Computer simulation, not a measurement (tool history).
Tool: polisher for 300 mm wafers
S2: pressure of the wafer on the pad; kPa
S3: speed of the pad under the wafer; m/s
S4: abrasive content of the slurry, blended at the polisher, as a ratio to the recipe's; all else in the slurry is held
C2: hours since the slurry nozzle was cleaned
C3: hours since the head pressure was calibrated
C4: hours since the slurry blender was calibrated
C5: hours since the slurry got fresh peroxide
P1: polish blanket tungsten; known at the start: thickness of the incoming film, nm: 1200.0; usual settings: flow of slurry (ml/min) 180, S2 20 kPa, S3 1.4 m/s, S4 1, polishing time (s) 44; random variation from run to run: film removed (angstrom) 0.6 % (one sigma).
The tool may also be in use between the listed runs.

Run 1, hour 14.8: flow of slurry (ml/min) 180, S2 20 kPa, S3 1.4 m/s, S4 1, polishing time (s) 44; wafers polished on this pad 733; C2 460; C3 422.1; C4 111; C5 86.4. Result: film removed (angstrom) 2085.8.
Run 2, hour 26.7: flow of slurry (ml/min) 180, S2 20 kPa, S3 1.4 m/s, S4 1, polishing time (s) 59; wafers polished on this pad 874; C2 471.9; C3 434; C4 122.9; C5 98.3. Result: film removed (angstrom) 2773.3.
Run 3, hour 39: flow of slurry (ml/min) 180, S2 20 kPa, S3 0.74 m/s, S4 1, polishing time (s) 26; wafers polished on this pad 1021; C2 484.2; C3 446.3; C4 135.2; C5 110.6. Result: film removed (angstrom) 654.15.
Run 4, hour 47.4: flow of slurry (ml/min) 180, S2 9 kPa, S3 1.4 m/s, S4 1, polishing time (s) 44; wafers polished on this pad 1121; C2 492.6; C3 454.7; C4 143.6; C5 119. Result: film removed (angstrom) 936.66.
Run 5, hour 60.4: flow of slurry (ml/min) 240, S2 20 kPa, S3 1.4 m/s, S4 1, polishing time (s) 61; wafers polished on this pad 1276; C2 505.6; C3 467.7; C4 156.6; C5 132. Result: film removed (angstrom) 3008.9.
Run 6, hour 69.2: flow of slurry (ml/min) 110, S2 20 kPa, S3 1.4 m/s, S4 1, polishing time (s) 44; wafers polished on this pad 1381; C2 514.4; C3 476.5; C4 165.4; C5 140.8. Result: film removed (angstrom) 1925.7.
Run 7, hour 79.9: flow of slurry (ml/min) 180, S2 20 kPa, S3 1.4 m/s, S4 0.65, polishing time (s) 44; wafers polished on this pad 1509; C2 525.1; C3 487.2; C4 176.1; C5 151.5. Result: film removed (angstrom) 1880.2.
Run 8, hour 87.3: flow of slurry (ml/min) 260, S2 20 kPa, S3 1.4 m/s, S4 1, polishing time (s) 44; wafers polished on this pad 1597; C2 532.5; C3 494.6; C4 183.5; C5 158.9. Result: film removed (angstrom) 2198.9.
Run 9, hour 94.3: flow of slurry (ml/min) 180, S2 20 kPa, S3 1.82 m/s, S4 1, polishing time (s) 44; wafers polished on this pad 1680; C2 539.5; C3 501.6; C4 190.5; C5 165.9. Result: film removed (angstrom) 2700.9.
Run 10, hour 101.2: flow of slurry (ml/min) 180, S2 20 kPa, S3 1.4 m/s, S4 1.4, polishing time (s) 44; wafers polished on this pad 1763; C2 546.4; C3 508.5; C4 197.4; C5 172.8. Result: film removed (angstrom) 2270.
Run 11, hour 112.8: flow of slurry (ml/min) 240, S2 20 kPa, S3 1.4 m/s, S4 0.6, polishing time (s) 44; wafers polished on this pad 1901; C2 558; C3 520.1; C4 209; C5 184.4. Result: film removed (angstrom) 1921.1.
Run 12, hour 126.5: flow of slurry (ml/min) 180, S2 20 kPa, S3 1.4 m/s, S4 1, polishing time (s) 44; wafers polished on this pad 2064; C2 571.7; C3 533.8; C4 222.7; C5 198.1. Result: film removed (angstrom) 2079.6.
Run 13, hour 140.1: flow of slurry (ml/min) 180, S2 20 kPa, S3 1.4 m/s, S4 1, polishing time (s) 44; wafers polished on this pad 2226; C2 585.3; C3 547.4; C4 236.3; C5 211.7. Result: film removed (angstrom) 2098.8.
Run 14, hour 149.5: flow of slurry (ml/min) 180, S2 20 kPa, S3 1.4 m/s, S4 1, polishing time (s) 21; wafers polished on this pad 2339; C2 594.7; C3 556.8; C4 245.7; C5 221.1. Result: film removed (angstrom) 989.29.
Run 15, hour 159.5: flow of slurry (ml/min) 180, S2 29 kPa, S3 1.4 m/s, S4 1, polishing time (s) 44; wafers polished on this pad 2458; C2 604.7; C3 566.8; C4 255.7; C5 231.1. Result: film removed (angstrom) 3040.3.
Run 16, hour 169.7: flow of slurry (ml/min) 180, S2 20 kPa, S3 1.4 m/s, S4 1, polishing time (s) 44; wafers polished on this pad 2579; C2 614.9; C3 577; C4 265.9; C5 241.3. Result: film removed (angstrom) 2085.9.
Run 17, hour 183.6: flow of slurry (ml/min) 180, S2 20 kPa, S3 0.68 m/s, S4 1, polishing time (s) 44; wafers polished on this pad 2745; C2 628.8; C3 590.9; C4 279.8; C5 255.2. Result: film removed (angstrom) 1017.4.
Run 18, hour 195.9: flow of slurry (ml/min) 180, S2 20 kPa, S3 1.4 m/s, S4 1, polishing time (s) 44; wafers polished on this pad 2892; C2 641.1; C3 603.2; C4 292.1; C5 267.5. Result: film removed (angstrom) 2092.3.
Run 19, hour 206: flow of slurry (ml/min) 180, S2 20 kPa, S3 1.4 m/s, S4 1, polishing time (s) 44; wafers polished on this pad 3012; C2 651.2; C3 613.3; C4 302.2; C5 277.6. Result: film removed (angstrom) 2032.5.
Run 20, hour 215.3: flow of slurry (ml/min) 180, S2 20 kPa, S3 1.4 m/s, S4 1, polishing time (s) 44; wafers polished on this pad 3123; C2 660.5; C3 622.6; C4 311.5; C5 286.9. Result: film removed (angstrom) 1999.1.
Run 21, hour 225.9: flow of slurry (ml/min) 180, S2 20 kPa, S3 1.4 m/s, S4 1, polishing time (s) 44; wafers polished on this pad 3249; C2 671.1; C3 633.2; C4 322.1; C5 297.5. Result: film removed (angstrom) 1984.5.
At hour 233.7: slurry blender recalibrated.
Run 22, hour 241.1: flow of slurry (ml/min) 180, S2 20 kPa, S3 1.4 m/s, S4 1, polishing time (s) 44; wafers polished on this pad 3431; C2 686.3; C3 648.4; C4 7.4; C5 312.7. Result: film removed (angstrom) 1957.4.
Run 23, hour 251.5: flow of slurry (ml/min) 180, S2 20 kPa, S3 1.4 m/s, S4 1, polishing time (s) 44; wafers polished on this pad 3555; C2 696.7; C3 658.8; C4 17.8; C5 323.1. Result: film removed (angstrom) 1949.4.
Run 24, hour 260.6: flow of slurry (ml/min) 180, S2 20 kPa, S3 1.4 m/s, S4 1, polishing time (s) 44; wafers polished on this pad 3663; C2 705.8; C3 667.9; C4 26.9; C5 332.2. Result: film removed (angstrom) 1930.7.
At hour 264.9: head pressure recalibrated.
At hour 265.9: slurry tank refilled with fresh slurry and peroxide.
Run 25, hour 267.6: flow of slurry (ml/min) 180, S2 20 kPa, S3 1.4 m/s, S4 1, polishing time (s) 44; wafers polished on this pad 3747; C2 712.8; C3 2.8; C4 33.9; C5 1.8. Result: film removed (angstrom) 1914.9.
Run 26, hour 275.9: flow of slurry (ml/min) 180, S2 20 kPa, S3 1.4 m/s, S4 1, polishing time (s) 44; wafers polished on this pad 3846; C2 721.1; C3 11.1; C4 42.2; C5 10.1. Result: film removed (angstrom) 1919.4.

Run 27 comes next. What will it give?
Run 27, hour 286.5: flow of slurry (ml/min) 180, S2 20 kPa, S3 1.4 m/s, S4 1, polishing time (s) 44; wafers polished on this pad 3972; C2 731.7; C3 21.7; C4 52.8; C5 20.7. Result: film removed (angstrom) ?.

Run 27 gave film removed (angstrom) 1911.5.

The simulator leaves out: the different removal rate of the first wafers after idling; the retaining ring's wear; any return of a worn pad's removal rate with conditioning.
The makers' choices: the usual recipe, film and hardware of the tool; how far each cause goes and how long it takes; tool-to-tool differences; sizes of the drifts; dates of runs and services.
